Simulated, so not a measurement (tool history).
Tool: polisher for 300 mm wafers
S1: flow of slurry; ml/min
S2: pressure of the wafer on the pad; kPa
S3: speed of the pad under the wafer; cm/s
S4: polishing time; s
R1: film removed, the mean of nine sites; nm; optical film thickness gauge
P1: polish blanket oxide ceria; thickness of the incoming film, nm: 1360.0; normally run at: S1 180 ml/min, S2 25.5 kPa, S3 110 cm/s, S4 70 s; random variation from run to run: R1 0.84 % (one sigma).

Run 1, hour 9.5: S1 180 ml/min, S2 25.5 kPa, S3 110 cm/s, S4 70 s. Result: R1 362.57 nm.
Run 2, hour 14.6: S1 180 ml/min, S2 25.5 kPa, S3 110 cm/s, S4 70 s. Result: R1 368.88 nm.
Run 3, hour 21.4: S1 180 ml/min, S2 25.5 kPa, S3 110 cm/s, S4 91 s. Result: R1 469.66 nm.
Run 4, hour 32.5: S1 180 ml/min, S2 39.3 kPa, S3 110 cm/s, S4 70 s. Result: R1 560.78 nm.
Run 5, hour 39.3: S1 180 ml/min, S2 25.5 kPa, S3 110 cm/s, S4 70 s. Result: R1 363.53 nm.
Run 6, hour 49.9: S1 180 ml/min, S2 25.5 kPa, S3 110 cm/s, S4 38 s. Result: R1 200.70 nm.
Run 7, hour 56.4: S1 235 ml/min, S2 25.5 kPa, S3 110 cm/s, S4 70 s. Result: R1 376.89 nm.
Run 8, hour 61.6: S1 180 ml/min, S2 25.5 kPa, S3 164 cm/s, S4 70 s. Result: R1 541.81 nm.
Run 9, hour 70.6: S1 180 ml/min, S2 25.5 kPa, S3 110 cm/s, S4 70 s. Result: R1 364.48 nm.
Run 10, hour 81.0: S1 110 ml/min, S2 25.5 kPa, S3 110 cm/s, S4 70 s. Result: R1 336.45 nm.
Run 11, hour 87.9: S1 180 ml/min, S2 25.5 kPa, S3 164 cm/s, S4 44 s. Result: R1 340.40 nm.
Run 12, hour 97.3: S1 180 ml/min, S2 25.5 kPa, S3 50 cm/s, S4 70 s. Result: R1 164.86 nm.
Run 13, hour 103.1: S1 180 ml/min, S2 14.5 kPa, S3 110 cm/s, S4 70 s. Result: R1 207.98 nm.
Run 14, hour 112.8: S1 180 ml/min, S2 25.5 kPa, S3 110 cm/s, S4 70 s. Result: R1 364.67 nm.
Run 15, hour 122.7: S1 180 ml/min, S2 25.5 kPa, S3 110 cm/s, S4 70 s. Result: R1 361.36 nm.
Run 16, hour 130.5: S1 180 ml/min, S2 25.5 kPa, S3 110 cm/s, S4 70 s. Result: R1 349.02 nm.
Run 17, hour 137.1: S1 180 ml/min, S2 25.5 kPa, S3 110 cm/s, S4 70 s. Result: R1 351.26 nm.
Run 18, hour 147.9: S1 180 ml/min, S2 25.5 kPa, S3 110 cm/s, S4 70 s. Result: R1 348.80 nm.
Run 19, hour 159.6: S1 180 ml/min, S2 25.5 kPa, S3 110 cm/s, S4 70 s. Result: R1 347.98 nm.
At hour 166.1: worn pad replaced by a new one.
Run 20, hour 168.8: S1 180 ml/min, S2 25.5 kPa, S3 110 cm/s, S4 70 s. Result: R1 345.47 nm.
Run 21, hour 173.9: S1 180 ml/min, S2 25.5 kPa, S3 110 cm/s, S4 70 s. Result: R1 346.90 nm.
Run 22, hour 184.0: S1 180 ml/min, S2 25.5 kPa, S3 110 cm/s, S4 70 s. Result: R1 343.38 nm.

Forecast run 23:
Run 23, hour 193.8: S1 180 ml/min, S2 25.5 kPa, S3 110 cm/s, S4 70 s. Result: R1 ?.

R1: 346.69 nm
